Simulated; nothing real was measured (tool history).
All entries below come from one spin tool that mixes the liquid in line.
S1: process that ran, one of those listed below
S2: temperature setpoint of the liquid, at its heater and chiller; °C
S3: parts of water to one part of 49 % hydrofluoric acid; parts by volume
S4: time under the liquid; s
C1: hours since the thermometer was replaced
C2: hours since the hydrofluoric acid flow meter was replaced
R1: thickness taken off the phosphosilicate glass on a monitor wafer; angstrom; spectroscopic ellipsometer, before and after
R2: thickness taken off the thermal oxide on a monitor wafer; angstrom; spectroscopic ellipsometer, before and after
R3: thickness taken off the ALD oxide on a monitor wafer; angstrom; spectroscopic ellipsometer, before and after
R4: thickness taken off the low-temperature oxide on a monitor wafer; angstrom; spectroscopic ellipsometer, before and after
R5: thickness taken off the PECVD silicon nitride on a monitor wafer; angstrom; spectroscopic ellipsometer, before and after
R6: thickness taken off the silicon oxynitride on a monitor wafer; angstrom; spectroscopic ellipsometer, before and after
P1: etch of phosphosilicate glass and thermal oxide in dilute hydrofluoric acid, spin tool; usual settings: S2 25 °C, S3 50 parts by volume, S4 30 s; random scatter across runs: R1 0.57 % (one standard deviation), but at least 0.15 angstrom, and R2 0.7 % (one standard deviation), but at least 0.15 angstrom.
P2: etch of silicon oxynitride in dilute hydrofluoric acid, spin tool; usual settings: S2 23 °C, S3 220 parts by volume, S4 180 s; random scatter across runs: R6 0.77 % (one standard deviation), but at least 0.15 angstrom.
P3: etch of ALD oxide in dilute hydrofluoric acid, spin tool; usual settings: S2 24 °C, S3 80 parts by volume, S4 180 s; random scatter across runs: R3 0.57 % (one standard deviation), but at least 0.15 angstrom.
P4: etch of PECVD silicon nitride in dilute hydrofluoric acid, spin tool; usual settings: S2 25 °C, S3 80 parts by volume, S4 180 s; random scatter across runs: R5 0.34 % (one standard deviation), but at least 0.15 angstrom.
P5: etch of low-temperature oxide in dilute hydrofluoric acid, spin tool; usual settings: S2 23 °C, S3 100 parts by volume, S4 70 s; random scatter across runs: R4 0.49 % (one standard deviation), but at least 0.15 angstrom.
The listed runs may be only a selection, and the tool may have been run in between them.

Run 1, hour 12.7: S1 P1, S2 25 °C, S3 50 parts by volume, S4 30 s; C1 533.7; C2 1147.8. Result: R1 400.19 angstrom, R2 33.121 angstrom.
Run 2, hour 21.6: S1 P1, S2 25 °C, S3 50 parts by volume, S4 30 s; C1 542.6; C2 1156.7. Result: R1 393.29 angstrom, R2 33.684 angstrom.
Run 3, hour 28.7: S1 P3, S2 24 °C, S3 80 parts by volume, S4 180 s; C1 549.7; C2 1163.8. Result: R3 230.31 angstrom.
Run 4, hour 41.3: S1 P5, S2 17.5 °C, S3 100 parts by volume, S4 70 s; C1 562.3; C2 1176.4. Result: R4 72.387 angstrom.
Run 5, hour 48.9: S1 P5, S2 23 °C, S3 140 parts by volume, S4 70 s; C1 569.9; C2 1184. Result: R4 61.216 angstrom.
Run 6, hour 57.3: S1 P1, S2 25 °C, S3 50 parts by volume, S4 30 s; C1 578.3; C2 1192.4. Result: R1 396.47 angstrom, R2 32.764 angstrom.
Run 7, hour 69.8: S1 P1, S2 25 °C, S3 50 parts by volume, S4 30 s; C1 590.8; C2 1204.9. Result: R1 400.32 angstrom, R2 32.903 angstrom.
Run 8, hour 82: S1 P1, S2 29 °C, S3 50 parts by volume, S4 15 s; C1 603; C2 1217.1. Result: R1 233.29 angstrom, R2 19.203 angstrom.
Run 9, hour 93.3: S1 P4, S2 25 °C, S3 80 parts by volume, S4 65 s; C1 614.3; C2 1228.4. Result: R5 23.991 angstrom.
Run 10, hour 100.5: S1 P2, S2 28 °C, S3 220 parts by volume, S4 180 s; C1 621.5; C2 1235.6. Result: R6 42.721 angstrom.
Run 11, hour 113.3: S1 P1, S2 30 °C, S3 50 parts by volume, S4 45 s; C1 634.3; C2 1248.4. Result: R1 723.89 angstrom, R2 60.883 angstrom.
At hour 119.6: thermometer replaced.
Run 12, hour 121.5: S1 P2, S2 23 °C, S3 220 parts by volume, S4 295 s; C1 1.9; C2 1256.6. Result: R6 55.948 angstrom.
Run 13, hour 132.4: S1 P4, S2 25 °C, S3 115 parts by volume, S4 180 s; C1 12.8; C2 1267.5. Result: R5 46.865 angstrom.
Run 14, hour 142.4: S1 P1, S2 25 °C, S3 50 parts by volume, S4 30 s; C1 22.8; C2 1277.5. Result: R1 400.31 angstrom, R2 33.093 angstrom.
Run 15, hour 150.1: S1 P3, S2 24 °C, S3 80 parts by volume, S4 180 s; C1 30.5; C2 1285.2. Result: R3 232.15 angstrom.
Run 16, hour 163: S1 P1, S2 25 °C, S3 85 parts by volume, S4 30 s; C1 43.4; C2 1298.1. Result: R1 224.23 angstrom, R2 18.197 angstrom.
Run 17, hour 171.2: S1 P3, S2 24 °C, S3 115 parts by volume, S4 180 s; C1 51.6; C2 1306.3. Result: R3 152.71 angstrom.
Run 18, hour 183.3: S1 P1, S2 25 °C, S3 50 parts by volume, S4 15 s; C1 63.7; C2 1318.4. Result: R1 199.04 angstrom, R2 16.505 angstrom.
Run 19, hour 194: S1 P2, S2 23 °C, S3 300 parts by volume, S4 180 s; C1 74.4; C2 1329.1. Result: R6 23.468 angstrom.
Run 20, hour 201.2: S1 P1, S2 17 °C, S3 50 parts by volume, S4 30 s; C1 81.6; C2 1336.3. Result: R1 282.3 angstrom, R2 23.716 angstrom.
Run 21, hour 212.7: S1 P2, S2 23 °C, S3 220 parts by volume, S4 180 s; C1 93.1; C2 1347.8. Result: R6 34.718 angstrom.
Run 22, hour 218.6: S1 P1, S2 25 °C, S3 50 parts by volume, S4 55 s; C1 99; C2 1353.7. Result: R1 735.2 angstrom, R2 59.973 angstrom.
Run 23, hour 228.6: S1 P1, S2 25 °C, S3 25 parts by volume, S4 30 s; C1 109; C2 1363.7. Result: R1 820.87 angstrom, R2 68.123 angstrom.
Run 24, hour 235.4: S1 P1, S2 25 °C, S3 50 parts by volume, S4 30 s; C1 115.8; C2 1370.5. Result: R1 400.78 angstrom, R2 32.61 angstrom.
Run 25, hour 245: S1 P3, S2 24 °C, S3 80 parts by volume, S4 50 s; C1 125.4; C2 1380.1. Result: R3 63.641 angstrom.
Run 26, hour 251.6: S1 P3, S2 17 °C, S3 80 parts by volume, S4 180 s; C1 132; C2 1386.7. Result: R3 171.63 angstrom.
Run 27, hour 263.5: S1 P5, S2 23 °C, S3 100 parts by volume, S4 70 s; C1 143.9; C2 1398.6. Result: R4 89.683 angstrom.
Run 28, hour 275.8: S1 P4, S2 25 °C, S3 80 parts by volume, S4 180 s; C1 156.2; C2 1410.9. Result: R5 66.846 angstrom.
Run 29, hour 286.8: S1 P5, S2 23 °C, S3 100 parts by volume, S4 15 s; C1 167.2; C2 1421.9. Result: R4 19.308 angstrom.
Run 30, hour 296.4: S1 P4, S2 20.5 °C, S3 80 parts by volume, S4 180 s; C1 176.8; C2 1431.5. Result: R5 49.097 angstrom.
Run 31, hour 303.4: S1 P1, S2 30.5 °C, S3 50 parts by volume, S4 30 s; C1 183.8; C2 1438.5. Result: R1 501.18 angstrom, R2 41.212 angstrom.
Run 32, hour 310.6: S1 P4, S2 25 °C, S3 80 parts by volume, S4 180 s; C1 191; C2 1445.7. Result: R5 67.215 angstrom.
Run 33, hour 324: S1 P2, S2 23 °C, S3 220 parts by volume, S4 180 s; C1 204.4; C2 1459.1. Result: R6 34.365 angstrom.
Run 34, hour 334.8: S1 P1, S2 25 °C, S3 50 parts by volume, S4 30 s; C1 215.2; C2 1469.9. Result: R1 401.58 angstrom, R2 33.423 angstrom.
Run 35, hour 343.9: S1 P1, S2 25 °C, S3 50 parts by volume, S4 30 s; C1 224.3; C2 1479. Result: R1 399.43 angstrom, R2 33.489 angstrom.
Run 36, hour 350.1: S1 P1, S2 25 °C, S3 50 parts by volume, S4 30 s; C1 230.5; C2 1485.2. Result: R1 404.21 angstrom, R2 32.99 angstrom.
Run 37, hour 363: S1 P1, S2 25 °C, S3 50 parts by volume, S4 30 s; C1 243.4; C2 1498.1. Result: R1 416.01 angstrom, R2 34.13 angstrom.
Run 38, hour 372.9: S1 P1, S2 25 °C, S3 50 parts by volume, S4 30 s; C1 253.3; C2 1508. Result: R1 416.71 angstrom, R2 34.722 angstrom.
Run 39, hour 385.6: S1 P1, S2 25 °C, S3 50 parts by volume, S4 30 s; C1 266; C2 1520.7. Result: R1 421.06 angstrom, R2 35.179 angstrom.
Run 40, hour 398.8: S1 P1, S2 25 °C, S3 50 parts by volume, S4 30 s; C1 279.2; C2 1533.9. Result: R1 418.9 angstrom, R2 35.142 angstrom.
Run 41, hour 406.6: S1 P1, S2 25 °C, S3 50 parts by volume, S4 30 s; C1 287; C2 1541.7. Result: R1 423.04 angstrom, R2 35.218 angstrom.
Run 42, hour 414.7: S1 P1, S2 25 °C, S3 50 parts by volume, S4 30 s; C1 295.1; C2 1549.8. Result: R1 419.17 angstrom, R2 35.442 angstrom.
Run 43, hour 421: S1 P1, S2 25 °C, S3 50 parts by volume, S4 30 s; C1 301.4; C2 1556.1. Result: R1 423.69 angstrom, R2 35.466 angstrom.
Run 44, hour 427.8: S1 P1, S2 25 °C, S3 50 parts by volume, S4 30 s; C1 308.2; C2 1562.9. Result: R1 420.62 angstrom, R2 34.811 angstrom.

The log shows P1 creeping away from where it was. Any of the 2 causes listed here, at the size stated for it, fits the log just as well as the others:
A: hydrofluoric acid flow above the setpoint (%) = 5.72
B: liquid hotter than its thermometer reads (K) = 1.46
At approximately hour 343.9, the process output began to creep.

Consider the 4 single-wafer check runs listed below, results given as question marks: which one distinguishes between the causes by giving clearly different results for each?
Run check 1, hour 434.6: S1 P3, S2 24 °C, S3 80 parts by volume, S4 180 s. Result: R3 ?.
Run check 2, hour 434.6: S1 P5, S2 23 °C, S3 100 parts by volume, S4 70 s. Result: R4 ?.
Run check 3, hour 434.6: S1 P4, S2 25 °C, S3 80 parts by volume, S4 180 s. Result: R5 ?.
Run check 4, hour 434.6: S1 P2, S2 23 °C, S3 220 parts by volume, S4 180 s. Result: R6 ?.

Outcome of each check run for each possible cause:
  check  result    if A    if B
check 1      R3  245.02  244.33
check 2      R4  95.935  95.538
check 3      R5  70.298  73.228
check 4      R6  36.651  36.669
Separation of the two closest causes in each check, using whichever result separates them best: check 1 0.28 %; check 2 0.42 %; check 3 4.08 %; check 4 0.05 %
Check 3 tells the causes apart: in the others they would give nearly the same result.

Running check 3 produced the following: R5 70.142 angstrom. Which one of the listed causes fits?

The correct cause is A, namely: hydrofluoric acid flow above the setpoint (%).
